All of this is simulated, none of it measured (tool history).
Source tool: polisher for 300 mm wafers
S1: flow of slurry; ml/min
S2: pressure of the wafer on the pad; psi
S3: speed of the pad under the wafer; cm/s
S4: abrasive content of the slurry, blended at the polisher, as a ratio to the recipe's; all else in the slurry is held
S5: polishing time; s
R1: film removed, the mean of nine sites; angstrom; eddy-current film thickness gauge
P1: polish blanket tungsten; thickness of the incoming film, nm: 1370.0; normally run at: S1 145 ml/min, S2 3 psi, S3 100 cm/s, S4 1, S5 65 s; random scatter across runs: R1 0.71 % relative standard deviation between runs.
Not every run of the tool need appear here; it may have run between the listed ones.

run,hour,S1,S2,S3,S4,S5,R1
1,17.8,145,3,100,1,65,2797.6
2,34.7,85,3,100,1,65,2478.6
3,47.6,145,3,100,1,103,4357.6
4,64.3,145,3,100,1,65,2768.2
5,73.7,145,3,154,1,90,5902
# hour 80.5: slurry nozzle cleaned
6,91.1,145,3,100,1,65,2764.9
7,106.1,145,3,100,1,65,2755.9
8,121.3,145,3,100,1.35,65,3015.5
9,133.7,145,1.4,100,1,65,1285.2
10,144.7,145,3,100,0.55,65,2404.8
11,163.6,145,3,52,1,65,1432.9
12,175.5,195,3,100,1,65,2908
13,191.4,145,3,152,1,65,4137.1
14,200,145,4.6,100,1,65,4171.1
15,216,145,3,100,1,43,1824.8
16,229.7,145,3,100,1,65,2740.5
17,247.3,145,3,100,1,65,2639.4

Predict the results of run 18:
18,261.2,145,3,100,1,65,?

{"run 18": {"R1": 2605.3}}
